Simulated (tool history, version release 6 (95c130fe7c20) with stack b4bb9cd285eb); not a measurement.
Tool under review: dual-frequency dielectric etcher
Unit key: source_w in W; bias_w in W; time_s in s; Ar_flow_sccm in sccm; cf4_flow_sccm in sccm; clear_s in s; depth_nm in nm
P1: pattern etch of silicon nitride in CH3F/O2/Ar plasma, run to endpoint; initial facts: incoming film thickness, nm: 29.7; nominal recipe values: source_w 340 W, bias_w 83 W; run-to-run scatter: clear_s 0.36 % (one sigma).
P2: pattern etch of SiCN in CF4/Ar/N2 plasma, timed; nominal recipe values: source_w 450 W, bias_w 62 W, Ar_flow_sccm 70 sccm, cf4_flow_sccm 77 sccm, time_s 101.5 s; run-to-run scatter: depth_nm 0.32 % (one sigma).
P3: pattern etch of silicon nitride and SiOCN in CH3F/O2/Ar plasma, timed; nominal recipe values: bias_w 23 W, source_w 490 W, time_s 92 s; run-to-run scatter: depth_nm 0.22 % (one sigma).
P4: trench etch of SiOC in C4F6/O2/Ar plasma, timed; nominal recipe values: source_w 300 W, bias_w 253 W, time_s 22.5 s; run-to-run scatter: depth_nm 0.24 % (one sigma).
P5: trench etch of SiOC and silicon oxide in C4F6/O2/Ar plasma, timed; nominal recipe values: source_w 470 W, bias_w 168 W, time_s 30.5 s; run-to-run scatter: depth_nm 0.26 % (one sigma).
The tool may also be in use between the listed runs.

run	day	process	source_w	bias_w	time_s	Ar_flow_sccm	cf4_flow_sccm	hours since the last wet clean	hours since the last source power generator calibration	hours since the last bias power generator calibration	clear_s	depth_nm
1	0.362	P1	340	83				406.4	2245.6	2076.9	44.649	
2	0.758	P4	390	253	22.5			415.9	2255.1	2086.4		51.93
3	1.112	P1	340	83				424.4	2263.6	2094.9	44.565	
4	1.467	P1	340	105				432.9	2272.1	2103.4	40.72	
5	1.733	P3	490	23	92			439.3	2278.5	2109.8		13.218
6	2.079	P3	490	23	70			447.6	2286.8	2118.1		10.127
7	2.592	P2	450	62	101.5	45	77	459.9	2299.1	2130.4		92.645
8	3.071	P1	340	55				471.4	2310.6	2141.9	51.451	
9	3.35	P3	490	14	92			478.1	2317.3	2148.6		10.806
10	3.646	P1	340	83				485.2	2324.4	2155.7	44.423	
11	3.888	P1	340	83				491	2330.2	2161.5	44.789	
12	4.217	P1	340	83				498.9	2338.1	2169.4	44.697	
13	4.558	P2	450	62	101.5	70	101	507.1	2346.3	2177.6		90.499
14	4.867	P1	460	100				514.5	2353.7	2185	37.441	
15	5.429	P2	450	50	101.5	70	77	528	2367.2	2198.5		82.425
16	5.758	P1	340	83				535.9	2375.1	2206.4	44.53	
17	6.033	P1	410	104				542.5	2381.7	2213	38.544	
18	6.304	P1	280	83				549	2388.2	2219.5	48.218	
19	6.671	P1	230	106				557.8	2397	2228.3	47.453	
20	7.142	P1	420	83				569.1	2408.3	2239.6	41.336	
21	7.388	P5	470	134	30.5			575	2414.2	2245.5		56.917
22	7.688	P5	470	168	30.5			582.2	2421.4	2252.7		60.864
23	8.004	P3	610	23	92			589.8	2429	2260.3		14.307
24	8.292	P2	450	62	101.5	70	77	596.7	2435.9	2267.2		87.58
25	8.829	P2	450	62	101.5	70	77	609.6	2448.8	2280.1		88.084
26	9.175	P5	290	168	30.5			617.9	2457.1	2288.4		50.59
27	9.708	P4	300	253	31			630.7	2469.9	2301.2		64.673
28	10.112	P2	450	62	65.5	70	77	640.4	2479.6	2310.9		56.704
29	10.467	P1	340	83				648.9	2488.1	2319.4	44.725	
30	10.875	P5	470	168	17			658.7	2497.9	2329.2		33.963
31	11.379	P2	550	62	101.5	70	77	670.8	2510	2341.3		104.75
32	11.717	P4	300	171	22.5			678.9	2518.1	2349.4		41.351
33	12.2	P4	300	253	22.5			690.5	2529.7	2361		46.868
34	12.546	P3	490	23	92			698.8	2538	2369.3		13.29
35	12.879	P1	340	83				706.8	2546	2377.3	44.875	
36	13.346	P1	340	83				718	2557.2	2388.5	45.038	
37	13.721	P1	340	83				727	2566.2	2397.5	45.331	
38	14.033	P1	340	83				734.5	2573.7	2405	45.044	
39	14.55	P1	340	83				746.9	2586.1	2417.4	45.255	
# day 14.85: wet clean of the chamber
40	14.954	P1	340	83				2.5	2595.8	2427.1	45.515	
41	15.396	P1	340	83				13.1	2606.4	2437.7	45.326	
42	15.817	P1	340	83				23.2	2616.5	2447.8	45.371	
43	16.304	P1	340	83				34.9	2628.2	2459.5	45.495	
44	16.7	P1	340	83				44.4	2637.7	2469	45.195	

The log shows P1 creeping away from where it was. Any of the 2 causes listed here, at the size stated for it, fits the log just as well as the others:
A: bias power that arrives under what is set, % = 4.9
B: source power that arrives under what is set, % = 4.66
The onset of the drift is placed at about day 12.879.
Each remaining cause and why it is not a fit:
chamber walls in a state that lowers the etch rate, %: serviced at day 14.85, which brought nothing back

Each of the 4 check runs below uses one wafer; its results are left as question marks. Which run tells the causes apart?
check 1	17.096	P5	330	168	20							?
check 2	17.096	P4	300	173	28							?
check 3	17.096	P3	580	23	92							?
check 4	17.096	P2	520	62	101.5	49	77					?

Expected result of each check under each candidate cause:
check	result	if A	if B
check 1	depth_nm	34.192	34.098
check 2	depth_nm	50.73	50.605
check 3	depth_nm	13.766	13.838
check 4	depth_nm	103.08	100.24
How far apart the two closest causes lie, in the result that separates them most: check 1 0.28 %; check 2 0.25 %; check 3 0.52 %; check 4 2.79 %
The other checks would show nearly matching results whichever cause is true, so check 4 is the only one that separates the causes.

Then check 4 was run and gave: depth_nm 103.28 nm. Which cause is it?

It is A: bias power that arrives under what is set, %.
